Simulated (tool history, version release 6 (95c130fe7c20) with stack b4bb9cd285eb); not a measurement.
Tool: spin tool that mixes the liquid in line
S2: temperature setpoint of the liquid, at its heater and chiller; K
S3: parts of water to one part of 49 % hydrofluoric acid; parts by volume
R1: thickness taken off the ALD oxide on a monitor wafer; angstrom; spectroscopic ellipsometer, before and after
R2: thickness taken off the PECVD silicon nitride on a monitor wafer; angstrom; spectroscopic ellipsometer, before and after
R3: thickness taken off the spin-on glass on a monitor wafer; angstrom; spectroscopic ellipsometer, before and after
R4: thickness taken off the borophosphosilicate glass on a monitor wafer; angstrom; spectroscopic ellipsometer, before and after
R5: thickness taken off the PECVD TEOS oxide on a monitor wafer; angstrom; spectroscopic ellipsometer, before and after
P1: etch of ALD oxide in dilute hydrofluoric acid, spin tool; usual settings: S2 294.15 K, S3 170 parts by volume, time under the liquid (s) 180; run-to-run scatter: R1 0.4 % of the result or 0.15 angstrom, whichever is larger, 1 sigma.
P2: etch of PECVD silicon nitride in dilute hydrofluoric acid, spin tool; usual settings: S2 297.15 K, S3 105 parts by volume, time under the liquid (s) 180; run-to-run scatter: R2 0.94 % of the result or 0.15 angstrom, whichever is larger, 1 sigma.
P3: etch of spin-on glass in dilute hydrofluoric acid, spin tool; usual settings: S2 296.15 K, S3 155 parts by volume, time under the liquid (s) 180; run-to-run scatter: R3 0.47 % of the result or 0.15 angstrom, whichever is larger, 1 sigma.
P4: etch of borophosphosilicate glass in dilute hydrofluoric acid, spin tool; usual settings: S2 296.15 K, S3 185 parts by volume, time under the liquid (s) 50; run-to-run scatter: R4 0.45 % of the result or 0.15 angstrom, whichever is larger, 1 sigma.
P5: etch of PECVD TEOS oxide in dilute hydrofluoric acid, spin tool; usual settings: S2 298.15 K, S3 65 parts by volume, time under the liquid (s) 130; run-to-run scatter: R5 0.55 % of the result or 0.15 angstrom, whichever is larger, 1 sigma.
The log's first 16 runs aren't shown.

{"run": 17, "day": 3.446, "process that ran": "P1", "S2": 294.15, "S3": 245, "time under the liquid (s)": 180, "R1": 182.4}
{"run": 18, "day": 3.575, "process that ran": "P1", "S2": 294.15, "S3": 170, "time under the liquid (s)": 180, "R1": 286.61}
{"run": 19, "day": 3.696, "process that ran": "P4", "S2": 290.15, "S3": 185, "time under the liquid (s)": 50, "R4": 66.698}
{"run": 20, "day": 3.858, "process that ran": "P2", "S2": 297.15, "S3": 105, "time under the liquid (s)": 180, "R2": 29.31}
{"run": 21, "day": 4.092, "process that ran": "P1", "S2": 294.15, "S3": 170, "time under the liquid (s)": 180, "R1": 283.42}
{"run": 22, "day": 4.312, "process that ran": "P1", "S2": 300.65, "S3": 170, "time under the liquid (s)": 180, "R1": 363.13}
{"run": 23, "day": 4.575, "process that ran": "P1", "S2": 294.15, "S3": 170, "time under the liquid (s)": 180, "R1": 284.98}
{"run": 24, "day": 4.838, "process that ran": "P5", "S2": 298.15, "S3": 65, "time under the liquid (s)": 260, "R5": 373.58}
{"run": 25, "day": 5.1, "process that ran": "P2", "S2": 297.15, "S3": 105, "time under the liquid (s)": 315, "R2": 50.231}
{"run": 26, "day": 5.308, "process that ran": "P5", "S2": 298.15, "S3": 65, "time under the liquid (s)": 130, "R5": 186.97}
{"run": 27, "day": 5.512, "process that ran": "P1", "S2": 294.15, "S3": 90, "time under the liquid (s)": 180, "R1": 589.88}

Run 28 comes next. What will it give?
{"run": 28, "day": 5.742, "process that ran": "P3", "S2": 290.15, "S3": 155, "time under the liquid (s)": 180, "R3": "?"}

R3: 169.3 angstrom

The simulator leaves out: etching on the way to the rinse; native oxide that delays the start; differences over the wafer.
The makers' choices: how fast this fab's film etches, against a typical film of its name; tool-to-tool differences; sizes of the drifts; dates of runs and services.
